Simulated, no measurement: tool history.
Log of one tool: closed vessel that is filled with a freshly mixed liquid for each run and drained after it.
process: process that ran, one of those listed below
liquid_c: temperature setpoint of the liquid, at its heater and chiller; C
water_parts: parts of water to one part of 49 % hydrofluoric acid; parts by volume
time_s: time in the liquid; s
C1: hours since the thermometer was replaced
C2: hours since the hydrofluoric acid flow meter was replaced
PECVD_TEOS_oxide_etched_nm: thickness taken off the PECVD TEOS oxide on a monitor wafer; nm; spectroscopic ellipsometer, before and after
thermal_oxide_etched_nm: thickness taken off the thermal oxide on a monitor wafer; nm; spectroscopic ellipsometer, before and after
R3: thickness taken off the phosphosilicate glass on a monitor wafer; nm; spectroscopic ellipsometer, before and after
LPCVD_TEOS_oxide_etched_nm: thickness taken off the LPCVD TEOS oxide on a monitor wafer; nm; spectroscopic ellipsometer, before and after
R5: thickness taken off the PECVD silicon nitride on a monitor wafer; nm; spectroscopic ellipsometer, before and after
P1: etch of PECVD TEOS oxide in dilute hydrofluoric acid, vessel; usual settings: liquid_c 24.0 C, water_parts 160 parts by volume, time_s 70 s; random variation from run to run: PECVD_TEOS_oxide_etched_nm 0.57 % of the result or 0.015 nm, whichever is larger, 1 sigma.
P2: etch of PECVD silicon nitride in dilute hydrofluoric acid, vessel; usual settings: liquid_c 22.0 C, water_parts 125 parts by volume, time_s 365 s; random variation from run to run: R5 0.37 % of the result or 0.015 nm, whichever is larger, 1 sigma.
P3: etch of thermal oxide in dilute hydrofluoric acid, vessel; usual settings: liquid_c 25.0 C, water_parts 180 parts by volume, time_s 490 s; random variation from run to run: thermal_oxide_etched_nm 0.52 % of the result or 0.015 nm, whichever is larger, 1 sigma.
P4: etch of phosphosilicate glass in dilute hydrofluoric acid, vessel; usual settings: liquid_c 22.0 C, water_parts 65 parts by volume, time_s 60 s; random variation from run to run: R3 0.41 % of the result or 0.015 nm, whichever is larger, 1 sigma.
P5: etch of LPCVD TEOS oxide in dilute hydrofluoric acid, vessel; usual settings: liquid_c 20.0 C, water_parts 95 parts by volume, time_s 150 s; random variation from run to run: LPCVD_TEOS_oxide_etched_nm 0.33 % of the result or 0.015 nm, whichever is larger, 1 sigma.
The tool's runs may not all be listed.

Run 1, hour 2.7: process P1, liquid_c 24.0 C, water_parts 160 parts by volume, time_s 70 s; C1 851.4; C2 578.3. Result: PECVD_TEOS_oxide_etched_nm 5.5363 nm.
Run 2, hour 6.6: process P3, liquid_c 25.0 C, water_parts 105 parts by volume, time_s 490 s; C1 855.3; C2 582.2. Result: thermal_oxide_etched_nm 22.1850 nm.
Run 3, hour 10.9: process P4, liquid_c 22.0 C, water_parts 65 parts by volume, time_s 60 s; C1 859.6; C2 586.5. Result: R3 101.470 nm.
Run 4, hour 15.4: process P5, liquid_c 20.0 C, water_parts 95 parts by volume, time_s 150 s; C1 864.1; C2 591.0. Result: LPCVD_TEOS_oxide_etched_nm 27.4540 nm.
Run 5, hour 19.1: process P2, liquid_c 27.0 C, water_parts 125 parts by volume, time_s 365 s; C1 867.8; C2 594.7. Result: R5 8.8291 nm.
Run 6, hour 22.9: process P1, liquid_c 24.0 C, water_parts 160 parts by volume, time_s 70 s; C1 871.6; C2 598.5. Result: PECVD_TEOS_oxide_etched_nm 5.5785 nm.
Run 7, hour 27.3: process P1, liquid_c 24.0 C, water_parts 160 parts by volume, time_s 70 s; C1 876.0; C2 602.9. Result: PECVD_TEOS_oxide_etched_nm 5.5924 nm.
Run 8, hour 29.9: process P1, liquid_c 28.5 C, water_parts 160 parts by volume, time_s 70 s; C1 878.6; C2 605.5. Result: PECVD_TEOS_oxide_etched_nm 6.5664 nm.
Run 9, hour 34.6: process P2, liquid_c 22.0 C, water_parts 125 parts by volume, time_s 365 s; C1 883.3; C2 610.2. Result: R5 6.3713 nm.
Run 10, hour 37.2: process P5, liquid_c 20.0 C, water_parts 95 parts by volume, time_s 150 s; C1 885.9; C2 612.8. Result: LPCVD_TEOS_oxide_etched_nm 27.3110 nm.
Run 11, hour 39.8: process P1, liquid_c 32.0 C, water_parts 95 parts by volume, time_s 70 s; C1 888.5; C2 615.4. Result: PECVD_TEOS_oxide_etched_nm 13.8530 nm.
Run 12, hour 43.9: process P2, liquid_c 22.0 C, water_parts 60 parts by volume, time_s 365 s; C1 892.6; C2 619.5. Result: R5 13.1290 nm.
Run 13, hour 46.7: process P2, liquid_c 22.0 C, water_parts 125 parts by volume, time_s 115 s; C1 895.4; C2 622.3. Result: R5 1.9985 nm.
Run 14, hour 49.8: process P1, liquid_c 17.0 C, water_parts 160 parts by volume, time_s 70 s; C1 898.5; C2 625.4. Result: PECVD_TEOS_oxide_etched_nm 4.1935 nm.
Run 15, hour 54.9: process P1, liquid_c 24.0 C, water_parts 160 parts by volume, time_s 70 s; C1 903.6; C2 630.5. Result: PECVD_TEOS_oxide_etched_nm 5.5041 nm.
Run 16, hour 57.9: process P5, liquid_c 20.0 C, water_parts 150 parts by volume, time_s 150 s; C1 906.6; C2 633.5. Result: LPCVD_TEOS_oxide_etched_nm 16.3520 nm.
Run 17, hour 63.3: process P4, liquid_c 22.0 C, water_parts 65 parts by volume, time_s 60 s; C1 912.0; C2 638.9. Result: R3 101.120 nm.
Run 18, hour 67.7: process P4, liquid_c 22.0 C, water_parts 115 parts by volume, time_s 60 s; C1 916.4; C2 643.3. Result: R3 53.638 nm.
Run 19, hour 72.5: process P1, liquid_c 24.0 C, water_parts 160 parts by volume, time_s 70 s; C1 921.2; C2 648.1. Result: PECVD_TEOS_oxide_etched_nm 5.5585 nm.
Run 20, hour 76.6: process P3, liquid_c 25.0 C, water_parts 180 parts by volume, time_s 490 s; C1 925.3; C2 652.2. Result: thermal_oxide_etched_nm 11.7850 nm.
Run 21, hour 79.9: process P5, liquid_c 20.0 C, water_parts 95 parts by volume, time_s 30 s; C1 928.6; C2 655.5. Result: LPCVD_TEOS_oxide_etched_nm 5.5128 nm.
Run 22, hour 84.6: process P3, liquid_c 18.0 C, water_parts 180 parts by volume, time_s 490 s; C1 933.3; C2 660.2. Result: thermal_oxide_etched_nm 9.0335 nm.
Run 23, hour 87.4: process P1, liquid_c 24.0 C, water_parts 240 parts by volume, time_s 70 s; C1 936.1; C2 663.0. Result: PECVD_TEOS_oxide_etched_nm 3.4124 nm.
Run 24, hour 91.1: process P1, liquid_c 20.0 C, water_parts 160 parts by volume, time_s 30 s; C1 939.8; C2 666.7. Result: PECVD_TEOS_oxide_etched_nm 2.0273 nm.
Run 25, hour 96.1: process P4, liquid_c 17.0 C, water_parts 65 parts by volume, time_s 60 s; C1 944.8; C2 671.7. Result: R3 81.708 nm.
Run 26, hour 100.7: process P1, liquid_c 24.0 C, water_parts 160 parts by volume, time_s 70 s; C1 949.4; C2 676.3. Result: PECVD_TEOS_oxide_etched_nm 5.5543 nm.
Run 27, hour 103.4: process P5, liquid_c 26.5 C, water_parts 95 parts by volume, time_s 150 s; C1 952.1; C2 679.0. Result: LPCVD_TEOS_oxide_etched_nm 35.5750 nm.
Run 28, hour 107.3: process P1, liquid_c 24.0 C, water_parts 160 parts by volume, time_s 120 s; C1 956.0; C2 682.9. Result: PECVD_TEOS_oxide_etched_nm 9.4476 nm.
Run 29, hour 110.4: process P4, liquid_c 22.0 C, water_parts 65 parts by volume, time_s 115 s; C1 959.1; C2 686.0. Result: R3 192.960 nm.
Run 30, hour 115.0: process P1, liquid_c 24.0 C, water_parts 160 parts by volume, time_s 30 s; C1 963.7; C2 690.6. Result: PECVD_TEOS_oxide_etched_nm 2.3736 nm.
Run 31, hour 119.6: process P2, liquid_c 22.0 C, water_parts 125 parts by volume, time_s 365 s; C1 968.3; C2 695.2. Result: R5 6.3479 nm.
Run 32, hour 124.2: process P3, liquid_c 25.0 C, water_parts 180 parts by volume, time_s 865 s; C1 972.9; C2 699.8. Result: thermal_oxide_etched_nm 20.7120 nm.
Run 33, hour 127.1: process P1, liquid_c 24.0 C, water_parts 50 parts by volume, time_s 70 s; C1 975.8; C2 702.7. Result: PECVD_TEOS_oxide_etched_nm 20.3280 nm.

Forecast run 34:
Run 34, hour 130.5: process P1, liquid_c 24.0 C, water_parts 160 parts by volume, time_s 70 s; C1 979.2; C2 706.1. Result: PECVD_TEOS_oxide_etched_nm ?.

{"run 34": {"PECVD_TEOS_oxide_etched_nm": 5.5389}}

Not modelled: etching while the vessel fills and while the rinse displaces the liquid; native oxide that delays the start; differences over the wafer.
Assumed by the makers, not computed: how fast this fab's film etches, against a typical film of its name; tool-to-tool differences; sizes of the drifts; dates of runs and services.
